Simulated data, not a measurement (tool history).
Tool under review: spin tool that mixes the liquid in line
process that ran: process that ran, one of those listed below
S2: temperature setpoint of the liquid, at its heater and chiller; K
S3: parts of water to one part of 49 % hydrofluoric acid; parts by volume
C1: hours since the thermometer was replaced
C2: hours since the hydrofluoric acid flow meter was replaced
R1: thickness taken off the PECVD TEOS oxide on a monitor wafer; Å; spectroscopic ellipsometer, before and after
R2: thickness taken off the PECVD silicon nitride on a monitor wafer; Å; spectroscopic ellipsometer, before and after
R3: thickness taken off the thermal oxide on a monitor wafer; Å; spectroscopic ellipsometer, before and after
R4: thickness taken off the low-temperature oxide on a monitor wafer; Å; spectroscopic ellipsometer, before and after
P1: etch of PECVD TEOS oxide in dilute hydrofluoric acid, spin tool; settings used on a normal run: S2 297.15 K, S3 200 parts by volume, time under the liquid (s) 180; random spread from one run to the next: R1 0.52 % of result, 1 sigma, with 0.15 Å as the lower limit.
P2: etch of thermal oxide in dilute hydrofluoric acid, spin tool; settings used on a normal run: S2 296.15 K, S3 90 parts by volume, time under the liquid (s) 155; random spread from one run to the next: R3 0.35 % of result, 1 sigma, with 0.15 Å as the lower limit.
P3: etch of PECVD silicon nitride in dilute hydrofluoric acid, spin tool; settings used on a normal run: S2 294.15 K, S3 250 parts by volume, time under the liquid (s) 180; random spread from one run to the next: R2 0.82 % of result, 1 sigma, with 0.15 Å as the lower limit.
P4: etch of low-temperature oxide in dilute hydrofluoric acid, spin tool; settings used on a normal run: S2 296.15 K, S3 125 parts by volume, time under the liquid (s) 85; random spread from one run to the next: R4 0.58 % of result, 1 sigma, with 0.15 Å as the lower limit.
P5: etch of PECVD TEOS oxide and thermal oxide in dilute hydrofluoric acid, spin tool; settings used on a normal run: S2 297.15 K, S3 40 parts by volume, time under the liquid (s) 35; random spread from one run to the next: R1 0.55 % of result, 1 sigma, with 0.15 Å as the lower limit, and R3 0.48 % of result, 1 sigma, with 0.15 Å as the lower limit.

{"run": 1, "hour": 14.1, "process that ran": "P1", "S2": 297.15, "S3": 200, "time under the liquid (s)": 180, "C1": 1443.6, "C2": 123.9, "R1": 162.23}
{"run": 2, "hour": 23.1, "process that ran": "P3", "S2": 294.15, "S3": 375, "time under the liquid (s)": 180, "C1": 1452.6, "C2": 132.9, "R2": 19.707}
{"run": 3, "hour": 37.0, "process that ran": "P3", "S2": 294.15, "S3": 250, "time under the liquid (s)": 180, "C1": 1466.5, "C2": 146.8, "R2": 28.872}
{"run": 4, "hour": 44.8, "process that ran": "P1", "S2": 304.15, "S3": 200, "time under the liquid (s)": 180, "C1": 1474.3, "C2": 154.6, "R1": 209.58}
{"run": 5, "hour": 54.9, "process that ran": "P1", "S2": 290.15, "S3": 200, "time under the liquid (s)": 340, "C1": 1484.4, "C2": 164.7, "R1": 236.19}
{"run": 6, "hour": 63.7, "process that ran": "P5", "S2": 297.15, "S3": 40, "time under the liquid (s)": 15, "C1": 1493.2, "C2": 173.5, "R1": 42.995, "R3": 19.762}
{"run": 7, "hour": 75.9, "process that ran": "P3", "S2": 302.65, "S3": 250, "time under the liquid (s)": 180, "C1": 1505.4, "C2": 185.7, "R2": 48.903}
{"run": 8, "hour": 89.5, "process that ran": "P1", "S2": 300.65, "S3": 335, "time under the liquid (s)": 180, "C1": 1519, "C2": 199.3, "R1": 95.406}
{"run": 9, "hour": 96.6, "process that ran": "P1", "S2": 297.15, "S3": 200, "time under the liquid (s)": 180, "C1": 1526.1, "C2": 206.4, "R1": 163.58}
{"run": 10, "hour": 105.0, "process that ran": "P4", "S2": 290.15, "S3": 125, "time under the liquid (s)": 85, "C1": 1534.5, "C2": 214.8, "R4": 175.07}
{"run": 11, "hour": 116.6, "process that ran": "P4", "S2": 296.15, "S3": 125, "time under the liquid (s)": 20, "C1": 1546.1, "C2": 226.4, "R4": 51.474}
{"run": 12, "hour": 125.5, "process that ran": "P1", "S2": 297.15, "S3": 315, "time under the liquid (s)": 180, "C1": 1555, "C2": 235.3, "R1": 91.545}
{"run": 13, "hour": 132.9, "process that ran": "P1", "S2": 297.15, "S3": 200, "time under the liquid (s)": 180, "C1": 1562.4, "C2": 242.7, "R1": 162.4}
{"run": 14, "hour": 142.4, "process that ran": "P2", "S2": 296.15, "S3": 90, "time under the liquid (s)": 155, "C1": 1571.9, "C2": 252.2, "R3": 83.793}
{"run": 15, "hour": 152.2, "process that ran": "P4", "S2": 296.15, "S3": 185, "time under the liquid (s)": 85, "C1": 1581.7, "C2": 262, "R4": 139.93}
{"run": 16, "hour": 160.3, "process that ran": "P3", "S2": 294.15, "S3": 250, "time under the liquid (s)": 180, "C1": 1589.8, "C2": 270.1, "R2": 28.918}
{"run": 17, "hour": 171.8, "process that ran": "P1", "S2": 297.15, "S3": 200, "time under the liquid (s)": 80, "C1": 1601.3, "C2": 281.6, "R1": 72.834}
{"hour": 178.8, "done": "hydrofluoric acid flow meter replaced"}
{"run": 18, "hour": 184.3, "process that ran": "P5", "S2": 297.15, "S3": 40, "time under the liquid (s)": 35, "C1": 1613.8, "C2": 5.5, "R1": 100.46, "R3": 45.991}
{"run": 19, "hour": 193.5, "process that ran": "P5", "S2": 297.15, "S3": 40, "time under the liquid (s)": 35, "C1": 1623, "C2": 14.7, "R1": 99.45, "R3": 46.319}
{"run": 20, "hour": 207.8, "process that ran": "P1", "S2": 297.15, "S3": 200, "time under the liquid (s)": 180, "C1": 1637.3, "C2": 29, "R1": 162.38}
{"run": 21, "hour": 222.3, "process that ran": "P4", "S2": 296.15, "S3": 125, "time under the liquid (s)": 85, "C1": 1651.8, "C2": 43.5, "R4": 222.44}
{"run": 22, "hour": 236.8, "process that ran": "P5", "S2": 290.15, "S3": 40, "time under the liquid (s)": 35, "C1": 1666.3, "C2": 58, "R1": 75.065, "R3": 34.205}
{"run": 23, "hour": 245.1, "process that ran": "P3", "S2": 294.15, "S3": 250, "time under the liquid (s)": 15, "C1": 1674.6, "C2": 66.3, "R2": 2.5017}
{"run": 24, "hour": 257.7, "process that ran": "P1", "S2": 292.65, "S3": 200, "time under the liquid (s)": 180, "C1": 1687.2, "C2": 78.9, "R1": 137.68}
{"run": 25, "hour": 269.5, "process that ran": "P2", "S2": 290.15, "S3": 90, "time under the liquid (s)": 155, "C1": 1699, "C2": 90.7, "R3": 64.859}
{"run": 26, "hour": 282.5, "process that ran": "P1", "S2": 297.15, "S3": 200, "time under the liquid (s)": 180, "C1": 1712, "C2": 103.7, "R1": 164.35}
{"run": 27, "hour": 289.9, "process that ran": "P1", "S2": 297.15, "S3": 200, "time under the liquid (s)": 345, "C1": 1719.4, "C2": 111.1, "R1": 310.31}
{"run": 28, "hour": 301.4, "process that ran": "P1", "S2": 297.15, "S3": 95, "time under the liquid (s)": 180, "C1": 1730.9, "C2": 122.6, "R1": 385.77}
{"run": 29, "hour": 313.7, "process that ran": "P5", "S2": 297.15, "S3": 60, "time under the liquid (s)": 35, "C1": 1743.2, "C2": 134.9, "R1": 65.1, "R3": 30.045}
{"run": 30, "hour": 322.5, "process that ran": "P2", "S2": 296.15, "S3": 145, "time under the liquid (s)": 155, "C1": 1752, "C2": 143.7, "R3": 48.415}
{"run": 31, "hour": 336.9, "process that ran": "P4", "S2": 296.15, "S3": 125, "time under the liquid (s)": 85, "C1": 1766.4, "C2": 158.1, "R4": 223.24}
{"run": 32, "hour": 344.4, "process that ran": "P2", "S2": 296.15, "S3": 90, "time under the liquid (s)": 255, "C1": 1773.9, "C2": 165.6, "R3": 137.67}
{"run": 33, "hour": 353.7, "process that ran": "P1", "S2": 297.15, "S3": 200, "time under the liquid (s)": 180, "C1": 1783.2, "C2": 174.9, "R1": 164.13}
{"run": 34, "hour": 367.6, "process that ran": "P1", "S2": 297.15, "S3": 200, "time under the liquid (s)": 180, "C1": 1797.1, "C2": 188.8, "R1": 167.55}
{"run": 35, "hour": 377.3, "process that ran": "P1", "S2": 297.15, "S3": 200, "time under the liquid (s)": 180, "C1": 1806.8, "C2": 198.5, "R1": 170.43}
{"run": 36, "hour": 390.7, "process that ran": "P1", "S2": 297.15, "S3": 200, "time under the liquid (s)": 180, "C1": 1820.2, "C2": 211.9, "R1": 173.25}
{"run": 37, "hour": 401.5, "process that ran": "P1", "S2": 297.15, "S3": 200, "time under the liquid (s)": 180, "C1": 1831, "C2": 222.7, "R1": 174.04}
{"run": 38, "hour": 412.6, "process that ran": "P1", "S2": 297.15, "S3": 200, "time under the liquid (s)": 180, "C1": 1842.1, "C2": 233.8, "R1": 174.58}
{"run": 39, "hour": 422.2, "process that ran": "P1", "S2": 297.15, "S3": 200, "time under the liquid (s)": 180, "C1": 1851.7, "C2": 243.4, "R1": 172.79}

The log shows P1 creeping away from where it was. Any of the 2 causes listed here, at the size stated for it, fits the log just as well as the others:
A: hydrofluoric acid flow above the setpoint (%) = 5.05
B: liquid hotter than its thermometer reads (K) = 1.63
The drift started at roughly hour 353.7.

The list below offers 4 check runs, each averaging the results of 2 wafers, and shows each result as a question mark. For which of them would the listed causes give clearly different results?
{"run": "check 1", "hour": 431.8, "process that ran": "P3", "S2": 299.65, "S3": 250, "time under the liquid (s)": 180, "R2": "?"}
{"run": "check 2", "hour": 431.8, "process that ran": "P2", "S2": 296.15, "S3": 130, "time under the liquid (s)": 155, "R3": "?"}
{"run": "check 3", "hour": 431.8, "process that ran": "P5", "S2": 297.15, "S3": 60, "time under the liquid (s)": 15, "R1": "?", "R3": "?"}
{"run": "check 4", "hour": 431.8, "process that ran": "P4", "S2": 296.15, "S3": 125, "time under the liquid (s)": 40, "R4": "?"}

Expected result of each check under each candidate cause:
check=check_1 result=R2 if_A=42.843 if_B=44.973
check=check_2 result=R3 if_A=58.221 if_B=58.62
check=check_3 result=R1 if_A=29.461 if_B=29.851
check=check_3 result=R3 if_A=13.551 if_B=13.73
check=check_4 result=R4 if_A=110.44 if_B=111.24
Per check, the gap between the least separated pair of causes, taken in the result that splits them most: check 1 4.85 %; check 2 0.68 %; check 3 1.31 %; check 4 0.73 %
Only check 1 tells the causes apart: in the others they would give nearly the same result.

Check 1 has now been run. It gave: R2 44.53 Å. Which of the candidate causes is it?

Of the candidate causes, it is B: liquid hotter than its thermometer reads (K).

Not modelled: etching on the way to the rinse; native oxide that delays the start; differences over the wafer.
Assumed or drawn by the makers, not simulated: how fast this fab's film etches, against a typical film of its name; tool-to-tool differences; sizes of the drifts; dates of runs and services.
